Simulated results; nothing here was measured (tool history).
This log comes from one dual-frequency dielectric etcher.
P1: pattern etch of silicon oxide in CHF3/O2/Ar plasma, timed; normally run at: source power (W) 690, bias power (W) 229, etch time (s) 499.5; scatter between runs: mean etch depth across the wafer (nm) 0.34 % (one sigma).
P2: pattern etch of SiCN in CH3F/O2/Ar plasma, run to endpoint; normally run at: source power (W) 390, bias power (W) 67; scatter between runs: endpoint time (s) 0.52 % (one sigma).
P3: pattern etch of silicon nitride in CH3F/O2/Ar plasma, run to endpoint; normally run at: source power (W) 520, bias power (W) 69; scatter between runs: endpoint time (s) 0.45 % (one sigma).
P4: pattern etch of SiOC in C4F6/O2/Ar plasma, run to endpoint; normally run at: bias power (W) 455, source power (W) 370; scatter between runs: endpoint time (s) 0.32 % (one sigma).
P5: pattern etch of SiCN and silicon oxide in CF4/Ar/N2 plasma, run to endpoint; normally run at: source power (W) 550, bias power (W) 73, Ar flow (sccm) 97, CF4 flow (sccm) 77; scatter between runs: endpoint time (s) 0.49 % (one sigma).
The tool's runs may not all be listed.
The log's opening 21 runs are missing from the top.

run   hour  process that ran  source power (W)  bias power (W)  etch time (s)  Ar flow (sccm)  CF4 flow (sccm)  hours since the last wet clean  hours since the last source power generator calibration  hours since the last bias power generator calibration  mean etch depth across the wafer (nm)  endpoint time (s)
 22  191.9                P1               690             229          499.5                                                            352.4                                                    767.1                                                  866.5                                1152.50
 23  200.3                P1               690             229          499.5                                                            360.8                                                    775.5                                                  874.9                                1144.90
 24  209.1                P1               520             229          499.5                                                            369.6                                                    784.3                                                  883.7                                1036.10
 25  218.9                P4               370             455                                                                           379.4                                                    794.1                                                  893.5                                                    14.502
 26  227.0                P1               690             229          630.5                                                            387.5                                                    802.2                                                  901.6                                1453.10
 27  236.8                P1               690             229          499.5                                                            397.3                                                    812.0                                                  911.4                                1150.50
 28  247.3                P3               710              69                                                                           407.8                                                    822.5                                                  921.9                                                    57.914
 29  259.8                P3               520              90                                                                           420.3                                                    835.0                                                  934.4                                                    59.831
 30  271.2                P1               950             274          499.5                                                            431.7                                                    846.4                                                  945.8                                1377.80
 31  277.3                P1               690             229          499.5                                                            437.8                                                    852.5                                                  951.9                                1154.80
 32  286.1                P1               690             229          499.5                                                            446.6                                                    861.3                                                  960.7                                1143.20
 33  297.5                P1               690             229          499.5                                                            458.0                                                    872.7                                                  972.1                                1131.90
 34  303.2                P1               690             229          499.5                                                            463.7                                                    878.4                                                  977.8                                1126.60

Forecast run 35:
 35  315.4                P1               690             229          499.5                                                            475.9                                                    890.6                                                  990.0                                      ?

{"run 35": {"mean etch depth across the wafer (nm)": 1133.7}}
